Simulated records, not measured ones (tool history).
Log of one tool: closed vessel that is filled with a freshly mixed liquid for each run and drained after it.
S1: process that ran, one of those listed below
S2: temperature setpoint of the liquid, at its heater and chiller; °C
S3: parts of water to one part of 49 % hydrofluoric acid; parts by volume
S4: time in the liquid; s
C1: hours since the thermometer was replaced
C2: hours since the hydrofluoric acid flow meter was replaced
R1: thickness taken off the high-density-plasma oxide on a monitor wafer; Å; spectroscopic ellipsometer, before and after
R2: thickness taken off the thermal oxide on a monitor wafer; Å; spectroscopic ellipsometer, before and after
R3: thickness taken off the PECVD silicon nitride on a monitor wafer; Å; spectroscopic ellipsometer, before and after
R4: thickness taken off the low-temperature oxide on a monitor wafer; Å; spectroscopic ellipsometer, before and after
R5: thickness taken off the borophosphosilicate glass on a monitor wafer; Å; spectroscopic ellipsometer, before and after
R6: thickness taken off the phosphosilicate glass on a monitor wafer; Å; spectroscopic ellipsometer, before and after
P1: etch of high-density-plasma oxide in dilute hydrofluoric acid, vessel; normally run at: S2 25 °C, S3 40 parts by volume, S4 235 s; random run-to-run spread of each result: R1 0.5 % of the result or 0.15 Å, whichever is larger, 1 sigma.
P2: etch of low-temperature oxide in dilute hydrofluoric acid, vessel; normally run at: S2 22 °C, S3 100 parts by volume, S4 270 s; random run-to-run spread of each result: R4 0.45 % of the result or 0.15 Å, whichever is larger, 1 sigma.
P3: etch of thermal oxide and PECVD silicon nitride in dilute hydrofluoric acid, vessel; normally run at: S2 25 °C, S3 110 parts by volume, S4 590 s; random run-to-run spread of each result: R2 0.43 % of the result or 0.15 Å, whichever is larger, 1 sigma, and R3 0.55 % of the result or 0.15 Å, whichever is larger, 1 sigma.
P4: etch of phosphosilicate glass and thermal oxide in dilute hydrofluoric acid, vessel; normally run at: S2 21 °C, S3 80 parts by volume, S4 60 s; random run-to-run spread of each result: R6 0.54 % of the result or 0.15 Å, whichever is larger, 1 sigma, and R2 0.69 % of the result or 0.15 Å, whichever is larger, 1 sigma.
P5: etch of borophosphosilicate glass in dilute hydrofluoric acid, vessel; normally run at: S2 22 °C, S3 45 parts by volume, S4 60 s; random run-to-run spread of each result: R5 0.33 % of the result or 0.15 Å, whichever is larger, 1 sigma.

run   hour  S1    S2   S3    S4      C1     C2      R1      R2      R3      R4      R5      R6
  1    9.9  P1    25   40   235  1223.8  164.1  367.96
  2   20.8  P1  32.5   40   235  1234.7    175  497.47
  3   38.7  P1    25   20   400  1252.6  192.9  1296.8
  4   54.5  P3    25  110  1175  1268.4  208.7          475.24  226.09
  5   71.5  P2    22   55   270  1285.4  225.7                          500.67
  6     88  P5    22   45    30  1301.9  242.2                                  189.94
  7  100.5  P1    25   40   235  1314.4  254.7  365.82
  8    119  P4    21   80    60  1332.9  273.2          32.558                          669.72
  9  128.3  P1    25   40   235  1342.2  282.5  371.29
     132.2  -- hydrofluoric acid flow meter replaced
 10  139.1  P1    25   20   235    1353      7  760.88
 11    156  P1  19.5   40   235  1369.9   23.9  291.65
     166.7  -- thermometer replaced
 12  174.3  P5  28.5   45    60     7.6   42.2                                  495.14
 13  192.3  P3  20.5  110   590    25.6   60.2          196.87  84.148
 14  203.3  P5    22   45    60    36.6   71.2                                  378.11
 15    221  P4    17   80    60    54.3   88.9          27.513                          574.44
 16    235  P4    21   80    60    68.3  102.9          32.333                          678.05
 17  250.2  P1    25   40   235    83.5  118.1  372.33
 18  262.6  P1    25   40   100    95.9  130.5  158.01
 19  273.7  P1    20   20   235     107  141.6  609.25
 20  289.2  P2    22  100   270   122.5  157.1                          259.51
 21  304.4  P5    22   75    60   137.7  172.3                                  220.33
 22  321.5  P1    25   40   235   154.8  189.4  372.26
 23  340.1  P1    25   40   360   173.4    208  562.78
 24  349.4  P4    21   80    30   182.7  217.3          16.432                           336.9
 25  364.9  P1    25   40   235   198.2  232.8  369.51
 26  378.7  P3    25  190   590     212  246.6          124.67  65.885
 27  392.9  P2    22  100    65   226.2  260.8                          63.028
 28  400.9  P3    25  110   590   234.2  268.8          237.91  113.36
 29  414.3  P1    25   70   235   247.6  282.2   202.6
 30  423.2  P2    22  100   270   256.5  291.1                          262.82
 31  436.9  P4    21  120    60   270.2  304.8          20.912                           425.3
 32  448.3  P2    17  100   270   281.6  316.2                          211.92
 33  464.3  P1    25   40   235   297.6  332.2   368.2
 34  480.7  P1    25   40   235     314  348.6  370.31
 35  489.4  P1    25   40   235   322.7  357.3  362.92
 36  501.3  P1    25   40   235   334.6  369.2  350.71
 37  519.6  P1    25   40   235   352.9  387.5   341.6
 38    534  P1    25   40   235   367.3  401.9  340.39
 39  547.4  P1    25   40   235   380.7  415.3  336.06
 40  563.3  P1    25   40   235   396.6  431.2  336.96
 41  576.6  P1    25   40   235   409.9  444.5  338.59

P1 no longer gives what it gave before; its output has crept away from where it was. The following 2 causes, each at its listed size, fit the log equally well:
A: hydrofluoric acid flow below the setpoint (%) = 8.18
B: liquid colder than its thermometer reads (K) = 2.18
The gradual shift began around hour 480.7.

4 check runs are offered, one wafer each, their results left as question marks. Which one tells the causes apart?
check 1  589.9  P4  21   80   60               ?               ?
check 2  589.9  P3  25  110  590               ?   ?
check 3  589.9  P5  22   45   60                           ?
check 4  589.9  P2  22  100  270                       ?

What every check run would give for each of its results, assuming each possible cause in turn:
  check  result    if A    if B
check 1      R2  29.809  29.897
check 1      R6  611.55  613.36
check 2      R2  215.23  217.74
check 2      R3  104.03  98.112
check 3      R5  347.08  346.45
check 4      R4  237.23  238.87
Smallest distance between any two causes, each pair judged by its most separating result, in per cent: check 1 0.29 %; check 2 5.85 %; check 3 0.18 %; check 4 0.69 %
Only in check 2 would the causes give clearly different results; in the remaining checks their results would be nearly the same.

The results of check 2 are: R2 214.87 Å; R3 104.41 Å. Based on these, which of the listed causes is it?

The cause is A: hydrofluoric acid flow below the setpoint (%).

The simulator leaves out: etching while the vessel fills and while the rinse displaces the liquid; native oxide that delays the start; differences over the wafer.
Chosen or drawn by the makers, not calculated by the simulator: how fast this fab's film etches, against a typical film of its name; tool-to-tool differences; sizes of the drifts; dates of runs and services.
